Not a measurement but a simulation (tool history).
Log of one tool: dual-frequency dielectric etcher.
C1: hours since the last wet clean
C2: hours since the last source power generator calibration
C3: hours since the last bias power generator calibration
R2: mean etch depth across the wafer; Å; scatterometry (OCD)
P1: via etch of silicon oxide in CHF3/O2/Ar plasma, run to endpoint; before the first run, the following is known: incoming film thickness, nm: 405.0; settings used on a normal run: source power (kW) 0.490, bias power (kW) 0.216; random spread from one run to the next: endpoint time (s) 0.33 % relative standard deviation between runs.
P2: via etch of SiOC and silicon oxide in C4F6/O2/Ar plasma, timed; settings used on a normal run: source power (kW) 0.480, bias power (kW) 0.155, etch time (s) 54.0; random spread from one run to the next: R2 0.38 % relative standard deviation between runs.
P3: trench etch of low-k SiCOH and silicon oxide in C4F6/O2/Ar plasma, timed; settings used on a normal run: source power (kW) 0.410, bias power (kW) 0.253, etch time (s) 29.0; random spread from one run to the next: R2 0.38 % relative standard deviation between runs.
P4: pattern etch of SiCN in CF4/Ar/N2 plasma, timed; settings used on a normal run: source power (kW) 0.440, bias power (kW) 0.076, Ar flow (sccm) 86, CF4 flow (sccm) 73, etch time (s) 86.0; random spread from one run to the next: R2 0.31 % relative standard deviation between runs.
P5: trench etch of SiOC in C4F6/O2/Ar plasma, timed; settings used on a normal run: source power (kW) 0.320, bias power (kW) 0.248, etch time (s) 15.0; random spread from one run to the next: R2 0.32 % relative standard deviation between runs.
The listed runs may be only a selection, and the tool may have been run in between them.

run 1 hour=7.8 | process_that_ran=P1 source_power_(kW)=0.490 bias_power_(kW)=0.216 | C1=108.1 C2=204.7 C3=2887.3 | endpoint_time_(s)=201.67
run 2 hour=12.5 | process_that_ran=P4 source_power_(kW)=0.440 bias_power_(kW)=0.076 Ar_flow_(sccm)=86 CF4_flow_(sccm)=73 etch_time_(s)=86.0 | C1=112.8 C2=209.4 C3=2892.0 | R2=784.37
run 3 hour=17.8 | process_that_ran=P5 source_power_(kW)=0.220 bias_power_(kW)=0.248 etch_time_(s)=15.0 | C1=118.1 C2=214.7 C3=2897.3 | R2=267.05
run 4 hour=22.8 | process_that_ran=P4 source_power_(kW)=0.440 bias_power_(kW)=0.076 Ar_flow_(sccm)=86 CF4_flow_(sccm)=73 etch_time_(s)=65.0 | C1=123.1 C2=219.7 C3=2902.3 | R2=596.81
run 5 hour=28.4 | process_that_ran=P1 source_power_(kW)=0.610 bias_power_(kW)=0.140 | C1=128.7 C2=225.3 C3=2907.9 | endpoint_time_(s)=216.26
run 6 hour=32.4 | process_that_ran=P3 source_power_(kW)=0.410 bias_power_(kW)=0.253 etch_time_(s)=29.0 | C1=132.7 C2=229.3 C3=2911.9 | R2=1014.60
run 7 hour=40.3 | process_that_ran=P5 source_power_(kW)=0.320 bias_power_(kW)=0.197 etch_time_(s)=15.0 | C1=140.6 C2=237.2 C3=2919.8 | R2=283.54
run 8 hour=47.2 | process_that_ran=P1 source_power_(kW)=0.650 bias_power_(kW)=0.216 | C1=147.5 C2=244.1 C3=2926.7 | endpoint_time_(s)=181.61
run 9 hour=52.2 | process_that_ran=P2 source_power_(kW)=0.480 bias_power_(kW)=0.155 etch_time_(s)=71.5 | C1=152.5 C2=249.1 C3=2931.7 | R2=841.95
run 10 hour=58.0 | process_that_ran=P4 source_power_(kW)=0.440 bias_power_(kW)=0.076 Ar_flow_(sccm)=86 CF4_flow_(sccm)=95 etch_time_(s)=86.0 | C1=158.3 C2=254.9 C3=2937.5 | R2=813.69
run 11 hour=63.1 | process_that_ran=P1 source_power_(kW)=0.490 bias_power_(kW)=0.216 | C1=163.4 C2=260.0 C3=2942.6 | endpoint_time_(s)=203.23
run 12 hour=70.9 | process_that_ran=P2 source_power_(kW)=0.480 bias_power_(kW)=0.155 etch_time_(s)=54.0 | C1=171.2 C2=267.8 C3=2950.4 | R2=638.38
run 13 hour=76.3 | process_that_ran=P4 source_power_(kW)=0.440 bias_power_(kW)=0.076 Ar_flow_(sccm)=86 CF4_flow_(sccm)=73 etch_time_(s)=86.0 | C1=176.6 C2=273.2 C3=2955.8 | R2=787.96
run 14 hour=79.9 | process_that_ran=P1 source_power_(kW)=0.400 bias_power_(kW)=0.216 | C1=180.2 C2=276.8 C3=2959.4 | endpoint_time_(s)=217.67
run 15 hour=84.3 | process_that_ran=P4 source_power_(kW)=0.600 bias_power_(kW)=0.076 Ar_flow_(sccm)=86 CF4_flow_(sccm)=73 etch_time_(s)=86.0 | C1=184.6 C2=281.2 C3=2963.8 | R2=1035.70
run 16 hour=90.6 | process_that_ran=P1 source_power_(kW)=0.490 bias_power_(kW)=0.216 | C1=190.9 C2=287.5 C3=2970.1 | endpoint_time_(s)=203.91
run 17 hour=96.7 | process_that_ran=P1 source_power_(kW)=0.490 bias_power_(kW)=0.216 | C1=197.0 C2=293.6 C3=2976.2 | endpoint_time_(s)=203.25
run 18 hour=101.2 | process_that_ran=P3 source_power_(kW)=0.410 bias_power_(kW)=0.253 etch_time_(s)=38.0 | C1=201.5 C2=298.1 C3=2980.7 | R2=1319.50
run 19 hour=108.7 | process_that_ran=P1 source_power_(kW)=0.490 bias_power_(kW)=0.128 | C1=209.0 C2=305.6 C3=2988.2 | endpoint_time_(s)=241.84
run 20 hour=112.3 | process_that_ran=P1 source_power_(kW)=0.490 bias_power_(kW)=0.216 | C1=212.6 C2=309.2 C3=2991.8 | endpoint_time_(s)=202.54
run 21 hour=119.6 | process_that_ran=P3 source_power_(kW)=0.550 bias_power_(kW)=0.253 etch_time_(s)=29.0 | C1=219.9 C2=316.5 C3=2999.1 | R2=1130.30
run 22 hour=123.0 | process_that_ran=P4 source_power_(kW)=0.440 bias_power_(kW)=0.056 Ar_flow_(sccm)=86 CF4_flow_(sccm)=73 etch_time_(s)=86.0 | C1=223.3 C2=319.9 C3=3002.5 | R2=715.05
run 23 hour=127.4 | process_that_ran=P5 source_power_(kW)=0.320 bias_power_(kW)=0.248 etch_time_(s)=15.0 | C1=227.7 C2=324.3 C3=3006.9 | R2=307.17
run 24 hour=131.4 | process_that_ran=P3 source_power_(kW)=0.410 bias_power_(kW)=0.347 etch_time_(s)=29.0 | C1=231.7 C2=328.3 C3=3010.9 | R2=1134.80

Run 25 is up next; what results do you expect?
run 25 hour=139.1 | process_that_ran=P5 source_power_(kW)=0.320 bias_power_(kW)=0.248 etch_time_(s)=15.0 | C1=239.4 C2=336.0 C3=3018.6 | R2=?

R2: 305.89 Å

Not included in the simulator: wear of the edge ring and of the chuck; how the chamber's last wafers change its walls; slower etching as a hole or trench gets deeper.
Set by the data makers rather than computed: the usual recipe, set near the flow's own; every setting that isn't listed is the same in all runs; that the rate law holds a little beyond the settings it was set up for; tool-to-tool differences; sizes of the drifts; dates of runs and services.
